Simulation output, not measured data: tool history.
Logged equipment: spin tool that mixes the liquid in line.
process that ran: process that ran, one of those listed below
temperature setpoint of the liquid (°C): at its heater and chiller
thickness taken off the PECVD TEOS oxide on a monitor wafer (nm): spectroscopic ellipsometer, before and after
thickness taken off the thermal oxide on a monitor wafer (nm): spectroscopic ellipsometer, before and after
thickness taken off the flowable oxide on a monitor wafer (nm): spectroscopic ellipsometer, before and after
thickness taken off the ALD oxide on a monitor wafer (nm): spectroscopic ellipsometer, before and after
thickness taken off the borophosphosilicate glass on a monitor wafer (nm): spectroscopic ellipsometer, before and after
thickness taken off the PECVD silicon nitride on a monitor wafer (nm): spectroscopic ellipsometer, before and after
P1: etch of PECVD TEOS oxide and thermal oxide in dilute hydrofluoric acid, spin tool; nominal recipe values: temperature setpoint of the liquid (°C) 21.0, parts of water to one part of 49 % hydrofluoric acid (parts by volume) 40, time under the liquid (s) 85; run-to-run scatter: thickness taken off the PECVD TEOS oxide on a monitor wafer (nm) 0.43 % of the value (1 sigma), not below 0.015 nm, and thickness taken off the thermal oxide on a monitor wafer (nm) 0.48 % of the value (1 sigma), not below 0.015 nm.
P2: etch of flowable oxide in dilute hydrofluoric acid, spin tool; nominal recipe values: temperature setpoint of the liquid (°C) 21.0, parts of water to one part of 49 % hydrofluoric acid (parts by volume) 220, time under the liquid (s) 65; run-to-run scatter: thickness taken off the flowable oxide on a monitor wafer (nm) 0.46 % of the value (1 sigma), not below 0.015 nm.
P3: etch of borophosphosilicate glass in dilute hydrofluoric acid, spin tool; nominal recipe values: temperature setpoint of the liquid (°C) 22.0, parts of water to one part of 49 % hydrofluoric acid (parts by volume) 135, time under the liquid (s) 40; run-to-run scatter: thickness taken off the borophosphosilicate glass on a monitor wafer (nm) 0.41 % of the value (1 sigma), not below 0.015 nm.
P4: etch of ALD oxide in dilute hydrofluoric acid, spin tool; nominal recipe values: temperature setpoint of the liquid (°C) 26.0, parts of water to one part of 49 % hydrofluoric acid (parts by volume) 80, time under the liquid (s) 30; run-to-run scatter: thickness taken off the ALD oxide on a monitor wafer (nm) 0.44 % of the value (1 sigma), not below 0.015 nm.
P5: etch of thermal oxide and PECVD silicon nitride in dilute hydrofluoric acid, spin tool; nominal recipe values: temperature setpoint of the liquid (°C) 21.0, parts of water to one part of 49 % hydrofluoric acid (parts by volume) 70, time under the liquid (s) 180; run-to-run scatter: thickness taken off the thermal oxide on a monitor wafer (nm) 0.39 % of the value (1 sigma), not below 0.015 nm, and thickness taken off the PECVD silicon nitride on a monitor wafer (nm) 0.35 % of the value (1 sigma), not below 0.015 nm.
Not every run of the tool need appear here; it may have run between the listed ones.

run,day,process that ran,temperature setpoint of the liquid (°C),parts of water to one part of 49 % hydrofluoric acid (parts by volume),time under the liquid (s),hours since the thermometer was replaced,hours since the hydrofluoric acid flow meter was replaced,thickness taken off the PECVD TEOS oxide on a monitor wafer (nm),thickness taken off the thermal oxide on a monitor wafer (nm),thickness taken off the flowable oxide on a monitor wafer (nm),thickness taken off the ALD oxide on a monitor wafer (nm),thickness taken off the borophosphosilicate glass on a monitor wafer (nm),thickness taken off the PECVD silicon nitride on a monitor wafer (nm)
1,0.108,P1,21.0,40,85,360.9,272.8,19.6530,9.1563,,,,
2,0.267,P1,21.0,20,50,364.7,276.6,23.7170,10.9430,,,,
3,0.375,P2,21.0,50,65,367.3,279.2,,,33.1380,,,
4,0.500,P1,21.0,40,85,370.3,282.2,19.6610,9.1058,,,,
5,0.675,P1,21.0,40,85,374.5,286.4,19.7310,9.1278,,,,
6,0.758,P4,26.0,80,30,376.5,288.4,,,,14.1650,,
7,0.846,P3,22.0,190,40,378.6,290.5,,,,,6.4869,
8,1.025,P3,17.0,135,40,382.9,294.8,,,,,7.9463,
9,1.158,P2,21.0,220,65,386.1,298.0,,,6.3091,,,
10,1.242,P4,19.0,80,30,388.1,300.0,,,,10.7090,,
11,1.338,P1,21.0,70,85,390.4,302.3,10.9780,4.9920,,,,
12,1.483,P4,26.0,80,30,393.9,305.8,,,,14.1110,,
13,1.588,P5,17.0,70,180,396.4,308.3,,9.3119,,,,6.8636
14,1.717,P1,21.0,40,85,399.5,311.4,19.7340,9.0605,,,,
15,1.812,P1,21.0,40,15,401.8,313.7,3.5222,1.6186,,,,
16,1.992,P1,21.0,40,85,406.1,318.0,19.7270,9.1421,,,,
17,2.146,P2,27.0,220,65,409.8,321.7,,,7.8426,,,
18,2.279,P3,22.0,135,80,413.0,324.9,,,,,19.3750,
19,2.429,P1,21.0,40,125,416.6,328.5,29.1590,13.4810,,,,
20,2.588,P1,21.0,40,85,420.4,332.3,19.5790,9.0999,,,,
21,2.738,P4,26.0,80,15,424.0,335.9,,,,7.1024,,
22,2.854,P1,21.0,20,85,426.8,338.7,40.6430,18.5980,,,,
23,3.012,P2,21.0,220,105,430.6,342.5,,,10.1410,,,
24,3.179,P4,26.0,115,30,434.6,346.5,,,,9.3878,,
25,3.292,P1,17.0,40,85,437.3,349.2,16.6310,7.7076,,,,
26,3.400,P5,21.0,70,340,439.9,351.8,,20.8760,,,,17.1860
27,3.479,P5,21.0,110,180,441.8,353.7,,6.7847,,,,5.8213
28,3.579,P5,21.0,70,180,444.2,356.1,,11.0730,,,,9.0325
29,3.742,P1,26.5,40,30,448.1,360.0,8.7413,4.0615,,,,
30,3.838,P3,22.0,135,40,450.4,362.3,,,,,9.6645,
31,3.925,P1,21.0,40,85,452.5,364.4,19.7620,9.1388,,,,
32,4.029,P2,21.0,220,65,455.0,366.9,,,6.3201,,,
33,4.133,P1,26.0,40,85,457.5,369.4,24.3290,11.2280,,,,
34,4.229,P1,21.0,40,85,459.8,371.7,19.5880,9.0666,,,,
35,4.312,P1,21.0,40,85,461.8,373.7,20.2060,9.3414,,,,
36,4.438,P1,21.0,40,85,464.8,376.7,20.6980,9.5573,,,,
37,4.567,P1,21.0,40,85,467.9,379.8,20.8800,9.7122,,,,
38,4.650,P1,21.0,40,85,469.9,381.8,20.8070,9.7625,,,,
39,4.775,P1,21.0,40,85,472.9,384.8,21.1550,9.7803,,,,
40,4.862,P1,21.0,40,85,475.0,386.9,20.8640,9.7086,,,,
41,4.983,P1,21.0,40,85,477.9,389.8,21.1240,9.8281,,,,

P1 has crept away from where it was. The log is fitted equally well by each of these 2 causes, at the sizes shown:
A: liquid hotter than its thermometer reads (K) = 1.69
B: hydrofluoric acid flow above the setpoint (%) = 7
Creep in the process output first set in at about day 4.229.

Consider the 4 single-wafer check runs listed below, results given as question marks: which one distinguishes between the causes by giving clearly different results for each?
check 1,5.104,P3,18.5,135,65,,,,,,,?,
check 2,5.104,P4,26.0,80,15,,,,,,?,,
check 3,5.104,P5,17.0,70,280,,,,?,,,,?
check 4,5.104,P2,24.0,55,65,,,,,?,,,

What every check run would give for each of its results, assuming each possible cause in turn:
check,result,if A,if B
check 1,thickness taken off the borophosphosilicate glass on a monitor wafer (nm),14.5780,14.7020
check 2,thickness taken off the ALD oxide on a monitor wafer (nm),7.5848,7.6480
check 3,thickness taken off the thermal oxide on a monitor wafer (nm),15.6540,15.6630
check 3,thickness taken off the PECVD silicon nitride on a monitor wafer (nm),12.0490,11.4300
check 4,thickness taken off the flowable oxide on a monitor wafer (nm),36.5340,36.6670
Separation of the two closest causes in each check, using whichever result separates them best: check 1 0.84 %; check 2 0.83 %; check 3 5.28 %; check 4 0.36 %
The causes can be told apart only by check 3. The other checks would give nearly the same results under each of them.

Running check 3 produced the following: thickness taken off the thermal oxide on a monitor wafer (nm) 15.6410; thickness taken off the PECVD silicon nitride on a monitor wafer (nm) 12.0190. Which one of the listed causes fits?

It is A: liquid hotter than its thermometer reads (K).
